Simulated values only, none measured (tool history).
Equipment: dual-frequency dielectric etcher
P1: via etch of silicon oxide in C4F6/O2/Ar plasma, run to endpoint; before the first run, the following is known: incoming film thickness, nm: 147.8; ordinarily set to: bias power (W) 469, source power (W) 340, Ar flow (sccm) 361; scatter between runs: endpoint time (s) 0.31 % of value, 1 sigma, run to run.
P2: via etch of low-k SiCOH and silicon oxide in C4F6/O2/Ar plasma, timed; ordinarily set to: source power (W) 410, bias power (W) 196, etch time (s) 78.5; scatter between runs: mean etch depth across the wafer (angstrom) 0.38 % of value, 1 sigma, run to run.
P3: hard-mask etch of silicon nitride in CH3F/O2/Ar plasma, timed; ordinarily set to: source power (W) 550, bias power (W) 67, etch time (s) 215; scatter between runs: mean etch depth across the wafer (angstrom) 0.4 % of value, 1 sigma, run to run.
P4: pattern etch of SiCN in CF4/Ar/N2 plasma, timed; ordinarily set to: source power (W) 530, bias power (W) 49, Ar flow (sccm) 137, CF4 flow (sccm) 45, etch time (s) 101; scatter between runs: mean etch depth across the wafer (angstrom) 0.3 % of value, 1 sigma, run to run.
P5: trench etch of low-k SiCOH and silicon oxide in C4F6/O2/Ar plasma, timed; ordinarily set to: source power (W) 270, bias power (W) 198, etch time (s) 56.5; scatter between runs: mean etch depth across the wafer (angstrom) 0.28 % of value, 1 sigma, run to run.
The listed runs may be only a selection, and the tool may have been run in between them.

run	hour	process that ran	bias power (W)	source power (W)	Ar flow (sccm)	CF4 flow (sccm)	etch time (s)	hours since the last wet clean	hours since the last bias power generator calibration	hours since the last source power generator calibration	hours since the last Ar flow controller change	endpoint time (s)	mean etch depth across the wafer (angstrom)
1	3.9	P1	469	340	361			178.8	814.8	1536.4	1950.7	36.035	
2	8.6	P4	36	530	137	45	101	183.5	819.5	1541.1	1955.4		675.67
3	12.5	P1	469	460	361			187.4	823.4	1545	1959.3	31.996	
4	16.9	P1	613	340	361			191.8	827.8	1549.4	1963.7	32.603	
5	21.4	P1	469	340	476			196.3	832.3	1553.9	1968.2	36.959	
6	27.8	P3	67	550			215	202.7	838.7	1560.3	1974.6		1644.8
7	33	P1	469	220	361			207.9	843.9	1565.5	1979.8	42.096	
8	36.2	P1	469	340	361			211.1	847.1	1568.7	1983	35.834	
# hour 41.4: source power generator calibrated
9	42.1	P4	49	370	137	45	101	217	853	0.7	1988.9		551.58
10	45.4	P5	198	350			56.5	220.3	856.3	4	1992.2		1800.3
11	49.4	P2	149	410			78.5	224.3	860.3	8	1996.2		2027.1
# hour 53.1: wet clean of the chamber
12	53.4	P5	279	270			56.5	0.3	864.3	12	2000.2		1829.4
13	56.6	P1	359	340	361			3.5	867.5	15.2	2003.4	39.844	
14	59.8	P2	196	410			78.5	6.7	870.7	18.4	2006.6		2212.3
15	66.2	P3	67	550			282.5	13.1	877.1	24.8	2013		2141.5
16	69.6	P2	196	410			46	16.5	880.5	28.2	2016.4		1291.2
17	75	P1	469	340	239			21.9	885.9	33.6	2021.8	34.425	
18	81.2	P4	49	530	137	45	101	28.1	892.1	39.8	2028		753.36
# hour 83.9: Ar flow controller replaced
19	87.3	P3	67	330			215	34.2	898.2	45.9	3.4		1350.5
20	93.7	P1	469	340	361			40.6	904.6	52.3	9.8	35.955	
21	98.8	P1	627	400	361			45.7	909.7	57.4	14.9	30.371	
22	102.3	P4	49	530	137	63	101	49.2	913.2	60.9	18.4		808.8
23	107	P5	198	270			56.5	53.9	917.9	65.6	23.1		1629.2
24	113.7	P1	469	340	361			60.6	924.6	72.3	29.8	35.832	
25	120.1	P1	469	280	244			67	931	78.7	36.2	37.056	
26	125	P3	53	550			215	71.9	935.9	83.6	41.1		1527.6
27	131.1	P4	49	530	137	45	131.5	78	942	89.7	47.2		985.02
28	134.2	P4	49	530	180	45	101	81.1	945.1	92.8	50.3		715.02
29	137.9	P4	49	530	137	45	101	84.8	948.8	96.5	54		756.93
30	144.2	P1	605	340	270			91.1	955.1	102.8	60.3	31.538	
31	150.3	P2	196	320			78.5	97.2	961.2	108.9	66.4		2001.9
32	156	P5	198	270			56.5	102.9	966.9	114.6	72.1		1631.2
33	160.1	P5	198	270			31	107	971	118.7	76.2		896.53
34	163.7	P1	469	340	361			110.6	974.6	122.3	79.8	35.84	
35	167.9	P1	469	340	361			114.8	978.8	126.5	84	36.005	
36	172	P1	469	340	361			118.9	982.9	130.6	88.1	35.557	
37	175.1	P1	469	340	361			122	986	133.7	91.2	35.538	
38	181.8	P1	469	340	361			128.7	992.7	140.4	97.9	35.515	
# hour 184.1: Ar flow controller replaced
# hour 184.7: wet clean of the chamber
39	185.5	P1	469	340	361			0.8	996.4	144.1	1.5	35.285	
40	191.2	P1	469	340	361			6.5	1002.1	149.8	7.2	35.454	
41	195.8	P1	469	340	361			11.1	1006.7	154.4	11.8	35.445	

The output of P1 has drifted from where it used to be. Each of the 2 causes below, taken at the size shown beside it, accounts for the log equally well:
A: source power that arrives over what is set, % = 4.39
B: bias power that arrives over what is set, % = 4.33
At approximately hour 167.9, the process output began to creep.
Each remaining cause and why it is not a fit:
chamber walls in a state that raises the etch rate, %: was serviced at hour 184.7, once the creep was under way, yet the earlier output never came back
Ar flow that arrives under what is set, %: was serviced at hour 184.1, once the creep was under way, yet the earlier output never came back

4 check runs are offered, one wafer each, their results left as question marks. Which one tells the causes apart?
check 1	200.4	P5	198	270			56.5						?
check 2	200.4	P4	49	530	137	45	101						?
check 3	200.4	P3	67	550			215						?
check 4	200.4	P2	196	410			78.5						?

What every check run would give for each of its results, assuming each possible cause in turn:
check	result	if A	if B
check 1	mean etch depth across the wafer (angstrom)	1657.1	1653.2
check 2	mean etch depth across the wafer (angstrom)	783.55	766.39
check 3	mean etch depth across the wafer (angstrom)	1670.3	1666.1
check 4	mean etch depth across the wafer (angstrom)	2243.6	2236.9
Separation of the two closest causes in each check, using whichever result separates them best: check 1 0.24 %; check 2 2.21 %; check 3 0.25 %; check 4 0.3 %
Only in check 2 would the causes give clearly different results; in the remaining checks their results would be nearly the same.

Then check 2 was run and gave: mean etch depth across the wafer (angstrom) 781.88. Which cause is it?

A is the cause: source power that arrives over what is set, %.
